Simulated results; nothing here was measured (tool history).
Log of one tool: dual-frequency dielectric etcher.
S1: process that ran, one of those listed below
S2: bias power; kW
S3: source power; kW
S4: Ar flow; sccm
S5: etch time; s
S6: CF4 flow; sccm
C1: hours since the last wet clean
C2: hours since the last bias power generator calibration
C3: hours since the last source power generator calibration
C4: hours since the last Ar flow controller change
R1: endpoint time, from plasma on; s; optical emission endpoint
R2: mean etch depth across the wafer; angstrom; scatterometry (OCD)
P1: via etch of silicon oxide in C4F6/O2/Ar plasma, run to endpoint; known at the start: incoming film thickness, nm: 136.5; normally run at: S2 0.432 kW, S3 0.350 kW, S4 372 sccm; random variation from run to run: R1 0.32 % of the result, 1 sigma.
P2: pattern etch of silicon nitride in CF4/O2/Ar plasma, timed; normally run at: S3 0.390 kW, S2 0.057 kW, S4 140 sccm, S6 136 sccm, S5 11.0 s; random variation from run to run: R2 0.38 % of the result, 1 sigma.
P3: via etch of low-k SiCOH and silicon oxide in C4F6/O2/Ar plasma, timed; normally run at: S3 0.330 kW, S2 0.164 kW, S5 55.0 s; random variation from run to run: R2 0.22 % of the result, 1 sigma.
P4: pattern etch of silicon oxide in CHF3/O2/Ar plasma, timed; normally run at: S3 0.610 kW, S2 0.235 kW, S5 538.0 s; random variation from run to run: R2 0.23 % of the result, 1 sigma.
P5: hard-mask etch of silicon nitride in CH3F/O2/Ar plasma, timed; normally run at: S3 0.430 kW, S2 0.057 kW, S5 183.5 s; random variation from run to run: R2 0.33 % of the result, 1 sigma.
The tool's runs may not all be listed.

run,hour,S1,S2,S3,S4,S5,S6,C1,C2,C3,C4,R1,R2
1,5.6,P1,0.432,0.350,372,,,236.1,2368.5,943.4,961.9,34.677,
2,12.1,P5,0.057,0.430,,183.5,,242.6,2375.0,949.9,968.4,,1208.000
3,18.2,P1,0.432,0.350,372,,,248.7,2381.1,956.0,974.5,34.891,
4,22.6,P3,0.164,0.330,,33.0,,253.1,2385.5,960.4,978.9,,777.620
5,29.1,P3,0.164,0.330,,55.0,,259.6,2392.0,966.9,985.4,,1298.400
6,33.9,P2,0.036,0.390,140,11.0,136,264.4,2396.8,971.7,990.2,,152.080
7,37.6,P1,0.319,0.470,372,,,268.1,2400.5,975.4,993.9,34.750,
8,42.4,P3,0.164,0.400,,55.0,,272.9,2405.3,980.2,998.7,,1399.600
9,47.6,P1,0.432,0.350,245,,,278.1,2410.5,985.4,1003.9,33.243,
10,52.6,P1,0.280,0.350,372,,,283.1,2415.5,990.4,1008.9,40.626,
11,55.7,P4,0.146,0.610,,538.0,,286.2,2418.6,993.5,1012.0,,9919.300
12,60.9,P1,0.432,0.350,372,,,291.4,2423.8,998.7,1017.2,34.588,
13,66.1,P2,0.057,0.390,140,6.0,136,296.6,2429.0,1003.9,1022.4,,98.771
14,70.9,P1,0.271,0.350,257,,,301.4,2433.8,1008.7,1027.2,39.255,
15,75.0,P1,0.432,0.350,372,,,305.5,2437.9,1012.8,1031.3,34.606,
16,81.9,P1,0.350,0.430,372,,,312.4,2444.8,1019.7,1038.2,34.602,
17,86.1,P1,0.432,0.480,372,,,316.6,2449.0,1023.9,1042.4,30.783,
18,90.1,P1,0.432,0.350,372,,,320.6,2453.0,1027.9,1046.4,34.573,
19,95.2,P3,0.216,0.330,,55.0,,325.7,2458.1,1033.0,1051.5,,1414.200
20,99.1,P4,0.235,0.370,,538.0,,329.6,2462.0,1036.9,1055.4,,9675.800
21,106.1,P5,0.057,0.600,,183.5,,336.6,2469.0,1043.9,1062.4,,1376.700
22,111.7,P5,0.057,0.430,,254.0,,342.2,2474.6,1049.5,1068.0,,1682.300

The next listed run, before its measurement:
23,116.6,P2,0.057,0.390,97,11.0,136,347.1,2479.5,1054.4,1072.9,,?

{"run 23": {"R2": 188.73}}

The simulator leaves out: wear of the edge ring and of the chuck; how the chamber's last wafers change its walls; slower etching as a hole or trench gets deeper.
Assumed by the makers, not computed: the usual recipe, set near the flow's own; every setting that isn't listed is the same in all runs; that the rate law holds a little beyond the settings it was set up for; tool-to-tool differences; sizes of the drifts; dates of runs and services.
